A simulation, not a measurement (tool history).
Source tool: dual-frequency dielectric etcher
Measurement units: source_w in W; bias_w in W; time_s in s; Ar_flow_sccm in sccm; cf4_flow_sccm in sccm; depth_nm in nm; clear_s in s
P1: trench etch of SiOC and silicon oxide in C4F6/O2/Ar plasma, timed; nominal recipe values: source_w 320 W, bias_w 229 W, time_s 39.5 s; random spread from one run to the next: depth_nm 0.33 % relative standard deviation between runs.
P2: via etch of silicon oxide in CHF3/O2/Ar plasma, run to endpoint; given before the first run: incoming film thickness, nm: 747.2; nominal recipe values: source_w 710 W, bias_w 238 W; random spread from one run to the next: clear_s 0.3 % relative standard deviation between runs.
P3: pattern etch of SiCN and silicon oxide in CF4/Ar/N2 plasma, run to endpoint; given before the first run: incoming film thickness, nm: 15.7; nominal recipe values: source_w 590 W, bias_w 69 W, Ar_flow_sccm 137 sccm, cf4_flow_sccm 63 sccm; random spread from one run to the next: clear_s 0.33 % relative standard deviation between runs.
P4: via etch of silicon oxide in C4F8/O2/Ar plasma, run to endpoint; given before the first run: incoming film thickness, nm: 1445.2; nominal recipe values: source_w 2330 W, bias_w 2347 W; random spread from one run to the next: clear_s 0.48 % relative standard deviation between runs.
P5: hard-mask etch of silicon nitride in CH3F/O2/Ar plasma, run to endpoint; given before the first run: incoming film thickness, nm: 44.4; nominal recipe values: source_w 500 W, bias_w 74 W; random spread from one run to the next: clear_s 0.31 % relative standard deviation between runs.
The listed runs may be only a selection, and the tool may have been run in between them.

| run | hour | process | source_w | bias_w | time_s | Ar_flow_sccm | cf4_flow_sccm | depth_nm | clear_s |
|---|---|---|---|---|---|---|---|---|---|
| 1 | 12.0 | P1 | 320 | 229 | 39.5 |  |  | 76.938 |  |
| 2 | 24.0 | P3 | 590 | 69 |  | 137 | 48 |  | 16.194 |
| 3 | 37.1 | P1 | 320 | 229 | 39.5 |  |  | 77.246 |  |
| 4 | 55.1 | P3 | 590 | 69 |  | 137 | 63 |  | 15.455 |
| 5 | 71.6 | P1 | 260 | 229 | 25.5 |  |  | 45.861 |  |
| 6 | 83.8 | P1 | 320 | 229 | 28.5 |  |  | 54.987 |  |
| 7 | 91.9 | P4 | 2330 | 2347 |  |  |  |  | 254.920 |
| 8 | 109.2 | P1 | 320 | 152 | 39.5 |  |  | 67.282 |  |
| 9 | 118.5 | P5 | 500 | 74 |  |  |  |  | 59.208 |
|  | 133.9 | source power generator calibrated |
| 10 | 134.9 | P4 | 2330 | 3240 |  |  |  |  | 231.680 |
| 11 | 148.4 | P2 | 980 | 238 |  |  |  |  | 287.800 |
| 12 | 165.9 | P1 | 320 | 146 | 57.0 |  |  | 96.283 |  |
| 13 | 175.5 | P1 | 320 | 229 | 39.5 |  |  | 76.792 |  |
| 14 | 191.6 | P1 | 380 | 229 | 39.5 |  |  | 81.964 |  |
| 15 | 203.1 | P1 | 190 | 229 | 39.5 |  |  | 63.040 |  |
| 16 | 212.9 | P5 | 500 | 97 |  |  |  |  | 53.686 |
| 17 | 226.5 | P4 | 1540 | 2347 |  |  |  |  | 298.710 |
| 18 | 237.2 | P3 | 590 | 69 |  | 137 | 63 |  | 15.542 |
| 19 | 247.0 | P2 | 710 | 334 |  |  |  |  | 288.370 |
| 20 | 255.1 | P3 | 590 | 69 |  | 181 | 63 |  | 16.216 |
| 21 | 270.0 | P2 | 710 | 238 |  |  |  |  | 323.630 |
| 22 | 283.3 | P3 | 590 | 46 |  | 137 | 63 |  | 17.707 |
| 23 | 297.2 | P5 | 500 | 74 |  |  |  |  | 58.759 |
| 24 | 307.3 | P5 | 610 | 74 |  |  |  |  | 54.928 |

What will run 25 give?
| 25 | 321.4 | P1 | 320 | 229 | 39.5 |  |  | ? |  |

{"run 25": {"depth_nm": 76.574}}
